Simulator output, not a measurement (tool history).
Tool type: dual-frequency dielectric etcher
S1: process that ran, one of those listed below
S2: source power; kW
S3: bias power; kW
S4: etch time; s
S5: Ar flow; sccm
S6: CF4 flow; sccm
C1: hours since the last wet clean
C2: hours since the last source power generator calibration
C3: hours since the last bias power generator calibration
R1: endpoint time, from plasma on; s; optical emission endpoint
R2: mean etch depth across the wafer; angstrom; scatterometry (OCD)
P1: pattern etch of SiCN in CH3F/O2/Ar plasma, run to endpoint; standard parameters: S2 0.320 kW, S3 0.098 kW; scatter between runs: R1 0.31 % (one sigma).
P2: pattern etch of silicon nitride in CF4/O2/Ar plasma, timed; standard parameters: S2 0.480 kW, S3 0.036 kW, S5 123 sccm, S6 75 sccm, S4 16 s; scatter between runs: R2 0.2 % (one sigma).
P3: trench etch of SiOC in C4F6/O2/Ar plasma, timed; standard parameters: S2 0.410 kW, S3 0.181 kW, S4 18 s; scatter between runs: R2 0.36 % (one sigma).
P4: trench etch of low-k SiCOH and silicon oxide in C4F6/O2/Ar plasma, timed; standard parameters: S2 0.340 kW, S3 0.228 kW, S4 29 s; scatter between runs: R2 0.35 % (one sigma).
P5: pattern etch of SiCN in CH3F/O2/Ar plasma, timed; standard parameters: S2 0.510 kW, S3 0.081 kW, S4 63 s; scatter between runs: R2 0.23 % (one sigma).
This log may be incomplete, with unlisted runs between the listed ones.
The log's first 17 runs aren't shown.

| run | hour | S1 | S2 | S3 | S4 | S5 | S6 | C1 | C2 | C3 | R1 | R2 |
|---|---|---|---|---|---|---|---|---|---|---|---|---|
| 18 | 74.3 | P5 | 0.650 | 0.081 | 63 |  |  | 464.8 | 36.4 | 2974.8 |  | 294.29 |
| 19 | 77.2 | P1 | 0.320 | 0.121 |  |  |  | 467.7 | 39.3 | 2977.7 | 25.871 |  |
| 20 | 81.5 | P1 | 0.320 | 0.098 |  |  |  | 472.0 | 43.6 | 2982.0 | 28.191 |  |
| 21 | 85.6 | P4 | 0.340 | 0.228 | 42 |  |  | 476.1 | 47.7 | 2986.1 |  | 1307.50 |
| 22 | 89.2 | P3 | 0.410 | 0.181 | 18 |  |  | 479.7 | 51.3 | 2989.7 |  | 363.29 |
| 23 | 92.9 | P5 | 0.510 | 0.081 | 63 |  |  | 483.4 | 55.0 | 2993.4 |  | 267.84 |
| 24 | 98.5 | P2 | 0.590 | 0.036 | 16 | 123 | 75 | 489.0 | 60.6 | 2999.0 |  | 281.97 |
| 25 | 103.4 | P2 | 0.480 | 0.036 | 23 | 123 | 75 | 493.9 | 65.5 | 3003.9 |  | 338.45 |
| 26 | 106.7 | P1 | 0.320 | 0.063 |  |  |  | 497.2 | 68.8 | 3007.2 | 32.963 |  |
| 27 | 111.2 | P2 | 0.480 | 0.036 | 16 | 165 | 75 | 501.7 | 73.3 | 3011.7 |  | 224.82 |
| 28 | 116.6 | P5 | 0.510 | 0.081 | 39 |  |  | 507.1 | 78.7 | 3017.1 |  | 166.02 |
| 29 | 121.2 | P1 | 0.320 | 0.098 |  |  |  | 511.7 | 83.3 | 3021.7 | 28.131 |  |
| 30 | 127.0 | P1 | 0.320 | 0.098 |  |  |  | 517.5 | 89.1 | 3027.5 | 27.983 |  |
| 31 | 130.2 | P1 | 0.320 | 0.098 |  |  |  | 520.7 | 92.3 | 3030.7 | 27.937 |  |
|  | 132.5 | wet clean of the chamber |
| 32 | 133.3 | P1 | 0.320 | 0.098 |  |  |  | 0.9 | 95.4 | 3033.8 | 27.673 |  |
| 33 | 136.8 | P1 | 0.320 | 0.098 |  |  |  | 4.4 | 98.9 | 3037.3 | 27.690 |  |
| 34 | 140.9 | P1 | 0.320 | 0.098 |  |  |  | 8.5 | 103.0 | 3041.4 | 27.859 |  |
| 35 | 145.0 | P1 | 0.320 | 0.098 |  |  |  | 12.6 | 107.1 | 3045.5 | 27.632 |  |
| 36 | 148.1 | P1 | 0.320 | 0.098 |  |  |  | 15.7 | 110.2 | 3048.6 | 27.845 |  |

Forecast run 37:
| 37 | 152.5 | P1 | 0.320 | 0.098 |  |  |  | 20.1 | 114.6 | 3053.0 | ? |  |

{"run 37": {"R1": 27.651}}
